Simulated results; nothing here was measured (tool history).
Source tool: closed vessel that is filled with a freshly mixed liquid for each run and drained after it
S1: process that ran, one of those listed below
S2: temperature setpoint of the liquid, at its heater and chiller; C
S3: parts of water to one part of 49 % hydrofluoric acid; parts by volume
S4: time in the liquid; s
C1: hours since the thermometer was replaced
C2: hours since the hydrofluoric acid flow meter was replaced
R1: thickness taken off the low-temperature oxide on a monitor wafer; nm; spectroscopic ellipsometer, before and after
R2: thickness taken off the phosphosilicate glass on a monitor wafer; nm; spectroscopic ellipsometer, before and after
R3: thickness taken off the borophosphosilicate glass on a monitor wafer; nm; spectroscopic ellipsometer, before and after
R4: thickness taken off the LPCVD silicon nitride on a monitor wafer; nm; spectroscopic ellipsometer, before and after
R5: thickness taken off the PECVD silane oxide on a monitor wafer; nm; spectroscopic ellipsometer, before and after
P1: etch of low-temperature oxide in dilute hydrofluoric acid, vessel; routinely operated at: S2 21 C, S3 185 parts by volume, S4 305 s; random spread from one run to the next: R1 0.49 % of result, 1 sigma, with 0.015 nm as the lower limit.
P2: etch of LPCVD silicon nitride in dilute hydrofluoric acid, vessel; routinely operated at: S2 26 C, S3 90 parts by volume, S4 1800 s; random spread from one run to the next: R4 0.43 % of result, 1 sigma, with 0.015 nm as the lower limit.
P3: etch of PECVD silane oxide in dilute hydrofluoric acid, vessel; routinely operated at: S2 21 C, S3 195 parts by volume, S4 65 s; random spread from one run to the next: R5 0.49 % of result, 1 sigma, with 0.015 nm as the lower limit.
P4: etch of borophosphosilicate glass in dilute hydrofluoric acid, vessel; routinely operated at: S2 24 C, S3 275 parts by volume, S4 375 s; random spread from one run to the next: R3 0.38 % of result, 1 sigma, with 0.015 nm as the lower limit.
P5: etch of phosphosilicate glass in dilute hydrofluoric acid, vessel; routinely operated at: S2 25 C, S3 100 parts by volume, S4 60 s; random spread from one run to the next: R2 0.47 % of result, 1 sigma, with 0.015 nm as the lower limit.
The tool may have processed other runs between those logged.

{"run": 1, "day": 0.15, "S1": "P1", "S2": 21, "S3": 185, "S4": 305, "C1": 1806.2, "C2": 157.2, "R1": 35.078}
{"run": 2, "day": 0.283, "S1": "P5", "S2": 25, "S3": 100, "S4": 105, "C1": 1809.4, "C2": 160.4, "R2": 116.95}
{"run": 3, "day": 0.488, "S1": "P4", "S2": 24, "S3": 45, "S4": 375, "C1": 1814.3, "C2": 165.3, "R3": 254.68}
{"run": 4, "day": 0.612, "S1": "P5", "S2": 25, "S3": 100, "S4": 60, "C1": 1817.3, "C2": 168.3, "R2": 67.216}
{"run": 5, "day": 0.733, "S1": "P2", "S2": 26, "S3": 90, "S4": 1800, "C1": 1820.2, "C2": 171.2, "R4": 10.975}
{"run": 6, "day": 0.854, "S1": "P1", "S2": 21, "S3": 185, "S4": 305, "C1": 1823.1, "C2": 174.1, "R1": 34.97}
{"run": 7, "day": 1.029, "S1": "P3", "S2": 21, "S3": 195, "S4": 65, "C1": 1827.3, "C2": 178.3, "R5": 6.1646}
{"run": 8, "day": 1.142, "S1": "P3", "S2": 21, "S3": 195, "S4": 65, "C1": 1830, "C2": 181, "R5": 6.2333}
{"run": 9, "day": 1.35, "S1": "P5", "S2": 25, "S3": 160, "S4": 60, "C1": 1835, "C2": 186, "R2": 39.05}
{"run": 10, "day": 1.458, "S1": "P1", "S2": 21, "S3": 185, "S4": 305, "C1": 1837.6, "C2": 188.6, "R1": 35.107}
{"run": 11, "day": 1.629, "S1": "P5", "S2": 17, "S3": 100, "S4": 60, "C1": 1841.7, "C2": 192.7, "R2": 48.29}
{"run": 12, "day": 1.792, "S1": "P1", "S2": 21, "S3": 185, "S4": 40, "C1": 1845.6, "C2": 196.6, "R1": 4.6106}
{"run": 13, "day": 1.967, "S1": "P1", "S2": 21, "S3": 60, "S4": 305, "C1": 1849.8, "C2": 200.8, "R1": 124.55}
{"run": 14, "day": 2.067, "S1": "P3", "S2": 28.5, "S3": 195, "S4": 65, "C1": 1852.2, "C2": 203.2, "R5": 8.2095}
{"run": 15, "day": 2.254, "S1": "P2", "S2": 26, "S3": 90, "S4": 1800, "C1": 1856.7, "C2": 207.7, "R4": 11.045}
{"run": 16, "day": 2.371, "S1": "P4", "S2": 24, "S3": 275, "S4": 375, "C1": 1859.5, "C2": 210.5, "R3": 32.053}
{"run": 17, "day": 2.508, "S1": "P1", "S2": 17, "S3": 185, "S4": 495, "C1": 1862.8, "C2": 213.8, "R1": 48.621}
{"run": 18, "day": 2.617, "S1": "P1", "S2": 17, "S3": 185, "S4": 305, "C1": 1865.4, "C2": 216.4, "R1": 30.35}
{"run": 19, "day": 2.762, "S1": "P1", "S2": 21, "S3": 185, "S4": 305, "C1": 1868.9, "C2": 219.9, "R1": 35.373}
{"run": 20, "day": 2.979, "S1": "P2", "S2": 26, "S3": 90, "S4": 3015, "C1": 1874.1, "C2": 225.1, "R4": 18.209}
{"run": 21, "day": 3.092, "S1": "P4", "S2": 17, "S3": 275, "S4": 375, "C1": 1876.8, "C2": 227.8, "R3": 24.591}
{"run": 22, "day": 3.275, "S1": "P4", "S2": 24, "S3": 275, "S4": 580, "C1": 1881.2, "C2": 232.2, "R3": 49.54}

Forecast run 23:
{"run": 23, "day": 3.479, "S1": "P3", "S2": 21, "S3": 75, "S4": 65, "C1": 1886.1, "C2": 237.1, "R5": "?"}

R5: 18.355 nm
